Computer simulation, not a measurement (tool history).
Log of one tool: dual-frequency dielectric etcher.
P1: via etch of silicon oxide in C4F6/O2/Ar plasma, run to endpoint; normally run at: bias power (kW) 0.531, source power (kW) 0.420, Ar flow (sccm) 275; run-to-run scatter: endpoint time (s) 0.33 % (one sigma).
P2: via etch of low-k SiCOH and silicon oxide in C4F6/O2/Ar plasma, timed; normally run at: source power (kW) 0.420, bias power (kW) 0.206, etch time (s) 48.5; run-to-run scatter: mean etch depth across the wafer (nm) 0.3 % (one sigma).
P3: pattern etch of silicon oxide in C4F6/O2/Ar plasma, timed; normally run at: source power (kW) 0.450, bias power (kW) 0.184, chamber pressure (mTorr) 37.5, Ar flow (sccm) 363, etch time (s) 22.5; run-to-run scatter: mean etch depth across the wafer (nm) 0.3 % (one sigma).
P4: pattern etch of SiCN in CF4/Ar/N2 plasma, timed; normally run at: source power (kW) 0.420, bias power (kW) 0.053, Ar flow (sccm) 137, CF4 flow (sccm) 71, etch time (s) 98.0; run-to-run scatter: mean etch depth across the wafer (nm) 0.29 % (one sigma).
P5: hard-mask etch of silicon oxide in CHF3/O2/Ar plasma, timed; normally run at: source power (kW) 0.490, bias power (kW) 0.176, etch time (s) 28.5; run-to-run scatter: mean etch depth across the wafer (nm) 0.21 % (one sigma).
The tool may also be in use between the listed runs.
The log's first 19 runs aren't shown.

| run | day | process that ran | bias power (kW) | source power (kW) | Ar flow (sccm) | etch time (s) | chamber pressure (mTorr) | CF4 flow (sccm) | hours since the last wet clean | hours since the last bias power generator calibration | hours since the last source power generator calibration | hours since the last Ar flow controller change | endpoint time (s) | mean etch depth across the wafer (nm) |
|---|---|---|---|---|---|---|---|---|---|---|---|---|---|---|
| 20 | 9.742 | P1 | 0.531 | 0.420 | 362 |  |  |  | 434.1 | 2904.1 | 94.4 | 1268.9 | 26.776 |  |
| 21 | 10.121 | P3 | 0.184 | 0.310 | 363 | 22.5 | 37.5 |  | 443.2 | 2913.2 | 103.5 | 1278.0 |  | 60.373 |
| 22 | 10.717 | P5 | 0.107 | 0.490 |  | 28.5 |  |  | 457.5 | 2927.5 | 117.8 | 1292.3 |  | 43.320 |
| 23 | 11.212 | P3 | 0.184 | 0.450 | 363 | 31.5 | 37.5 |  | 469.4 | 2939.4 | 129.7 | 1304.2 |  | 97.860 |
| 24 | 11.712 | P3 | 0.184 | 0.450 | 363 | 22.5 | 37.5 |  | 481.4 | 2951.4 | 141.7 | 1316.2 |  | 69.503 |
| 25 | 12.242 | P2 | 0.139 | 0.420 |  | 48.5 |  |  | 494.1 | 2964.1 | 154.4 | 1328.9 |  | 108.040 |
| 26 | 12.538 | P1 | 0.531 | 0.420 | 208 |  |  |  | 501.2 | 2971.2 | 161.5 | 1336.0 | 25.324 |  |
| 27 | 13.083 | P1 | 0.531 | 0.420 | 275 |  |  |  | 514.3 | 2984.3 | 174.6 | 1349.1 | 25.857 |  |
| 28 | 13.596 | P3 | 0.184 | 0.450 | 292 | 22.5 | 37.5 |  | 526.6 | 2996.6 | 186.9 | 1361.4 |  | 71.361 |
| 29 | 14.142 | P1 | 0.531 | 0.500 | 275 |  |  |  | 539.7 | 3009.7 | 200.0 | 1374.5 | 24.562 |  |
| 30 | 14.458 | P4 | 0.053 | 0.340 | 137 | 98.0 |  | 71 | 547.3 | 3017.3 | 207.6 | 1382.1 |  | 56.981 |
| 31 | 14.933 | P1 | 0.531 | 0.420 | 275 |  |  |  | 558.7 | 3028.7 | 219.0 | 1393.5 | 26.036 |  |

Run 32 comes next. What will it give?
| 32 | 15.258 | P1 | 0.531 | 0.250 | 275 |  |  |  | 566.5 | 3036.5 | 226.8 | 1401.3 | ? |  |

{"run 32": {"endpoint time (s)": 31.6}}
